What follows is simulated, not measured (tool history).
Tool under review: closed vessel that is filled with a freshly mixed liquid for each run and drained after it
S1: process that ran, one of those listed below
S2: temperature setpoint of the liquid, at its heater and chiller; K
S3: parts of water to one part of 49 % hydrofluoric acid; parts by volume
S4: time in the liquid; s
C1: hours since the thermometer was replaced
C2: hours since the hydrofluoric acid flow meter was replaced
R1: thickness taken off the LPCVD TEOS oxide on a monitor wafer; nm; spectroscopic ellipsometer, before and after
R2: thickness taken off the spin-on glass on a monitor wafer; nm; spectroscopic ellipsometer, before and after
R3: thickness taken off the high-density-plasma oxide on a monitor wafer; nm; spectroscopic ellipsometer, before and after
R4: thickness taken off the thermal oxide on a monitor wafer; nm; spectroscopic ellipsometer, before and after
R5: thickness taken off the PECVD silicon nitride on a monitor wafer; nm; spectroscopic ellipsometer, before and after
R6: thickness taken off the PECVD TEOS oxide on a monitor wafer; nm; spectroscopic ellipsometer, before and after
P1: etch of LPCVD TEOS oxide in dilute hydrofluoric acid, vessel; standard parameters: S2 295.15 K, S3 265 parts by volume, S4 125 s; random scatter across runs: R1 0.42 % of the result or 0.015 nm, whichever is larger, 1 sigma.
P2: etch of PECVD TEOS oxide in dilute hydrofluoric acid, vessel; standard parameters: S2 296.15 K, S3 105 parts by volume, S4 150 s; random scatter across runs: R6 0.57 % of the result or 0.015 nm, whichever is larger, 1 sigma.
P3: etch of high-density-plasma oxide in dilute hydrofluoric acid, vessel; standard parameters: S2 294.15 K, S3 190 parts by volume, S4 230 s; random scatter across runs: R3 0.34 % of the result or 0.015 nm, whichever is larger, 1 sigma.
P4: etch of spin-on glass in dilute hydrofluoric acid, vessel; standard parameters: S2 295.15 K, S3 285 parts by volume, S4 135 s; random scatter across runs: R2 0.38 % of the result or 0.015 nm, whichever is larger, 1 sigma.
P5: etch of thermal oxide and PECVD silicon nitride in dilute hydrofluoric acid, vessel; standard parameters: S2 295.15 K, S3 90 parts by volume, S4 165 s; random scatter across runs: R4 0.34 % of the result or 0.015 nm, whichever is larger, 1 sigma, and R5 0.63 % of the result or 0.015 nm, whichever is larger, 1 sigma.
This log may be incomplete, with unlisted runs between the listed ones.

run   hour  S1      S2   S3   S4     C1      C2      R1      R2      R3      R4      R5      R6
  1    9.1  P1  295.15  265  125  402.2     882  8.6171
  2     19  P4  295.15  130  135  412.1   891.9          51.092
  3   28.1  P3  301.15  190  230  421.2     901                  9.8434
  4   35.2  P1  301.65  265  125  428.3   908.1  10.835
  5   41.5  P5  290.15   90  165  434.6   914.4                          6.4847  2.4072
  6   51.7  P5  295.15  140  165  444.8   924.6                           4.812  2.2082
  7   62.9  P3  294.15  190  230    456   935.8                  7.5706
  8     72  P3  294.15  190  425  465.1   944.9                  13.963
  9   79.1  P4  290.15  285  135  472.2     952          16.575
 10     85  P1  295.15  265   35  478.1   957.9  2.4048
 11   92.8  P1  300.15   70  125  485.9   965.7  49.155
 12  104.3  P1  295.15  265  125  497.4   977.2  8.5862
 13  113.8  P1  295.15  265  125  506.9   986.7  8.6167
 14  121.2  P5  295.15   90  275  514.3   994.1                          13.262   5.729
 15  133.1  P1  295.15  265  125  526.2    1006   8.591
 16  141.9  P1  290.15  265  125    535  1014.8  7.1446
 17  151.3  P1  295.15  170  125  544.4  1024.2  14.832
 18  158.7  P4  295.15  285  135  551.8  1031.6          20.057
 19  166.2  P4  295.15  285  255  559.3  1039.1          37.968
 20  176.6  P5  295.15   90  165  569.7  1049.5                          7.9488   3.348
 21    189  P1  295.15  265  235  582.1  1061.9   16.18
 22  196.2  P3  294.15  335  230  589.3  1069.1                  3.7684
 23  202.9  P2  296.15  105  150    596  1075.8                                          15.261
 24  209.8  P2  303.65  105  150  602.9  1082.7                                          20.111
 25  217.2  P2  296.15  105  300  610.3  1090.1                                          30.067
 26    224  P2  296.15  170  150  617.1  1096.9                                          8.6804
 27  229.4  P1  295.15  265  125  622.5  1102.3  8.5706
 28  237.4  P1  295.15  440  125  630.5  1110.3  4.5091
 29  249.4  P5  295.15   90  165  642.5  1122.3                          7.9727  3.4284
 30  259.7  P1  295.15  265  125  652.8  1132.6  8.6455
 31  267.8  P1  295.15  265  125  660.9  1140.7  8.3893
 32  279.5  P1  295.15  265  125  672.6  1152.4  8.2125
 33  289.5  P1  295.15  265  125  682.6  1162.4  8.1577
 34  295.2  P1  295.15  265  125  688.3  1168.1  8.1196
 35  303.9  P1  295.15  265  125    697  1176.8  8.1385
 36  310.3  P1  295.15  265  125  703.4  1183.2  8.1064
 37  320.1  P1  295.15  265  125  713.2    1193  8.1084
 38  326.6  P1  295.15  265  125  719.7  1199.5  8.0572

The output of P1 has drifted from where it used to be. Each of the 2 causes below, taken at the size shown beside it, accounts for the log equally well:
A: hydrofluoric acid flow below the setpoint (%) = 5.23
B: liquid colder than its thermometer reads (K) = 1.85
At approximately hour 259.7, the process output began to creep.

The check runs listed below each take one wafer, and their results are still question marks. Under which run would the listed causes lead to clearly different results?
check 1  333.1  P2  296.15  145  260                               ?
check 2  333.1  P3  300.15  295  230                   ?
check 3  333.1  P4  295.15  180  220               ?
check 4  333.1  P5  295.15  125  225                       ?   ?

What each check would give under each cause:
  check  result    if A    if B
check 1      R6  16.967  16.803
check 2      R3  5.0693  5.1086
check 3      R2  53.753  53.357
check 4      R4  7.0546  6.9666
check 4      R5  3.1687  2.9519
Minimum pairwise separation of causes per check, each pair taken at its best-separating result: check 1 0.97 %; check 2 0.77 %; check 3 0.74 %; check 4 7.09 %
Only in check 4 would the causes give clearly different results; in the remaining checks their results would be nearly the same.

After running check 4, the following was obtained: R4 7.0641 nm; R5 3.2175 nm. Which cause does this point to?

The cause is A: hydrofluoric acid flow below the setpoint (%).

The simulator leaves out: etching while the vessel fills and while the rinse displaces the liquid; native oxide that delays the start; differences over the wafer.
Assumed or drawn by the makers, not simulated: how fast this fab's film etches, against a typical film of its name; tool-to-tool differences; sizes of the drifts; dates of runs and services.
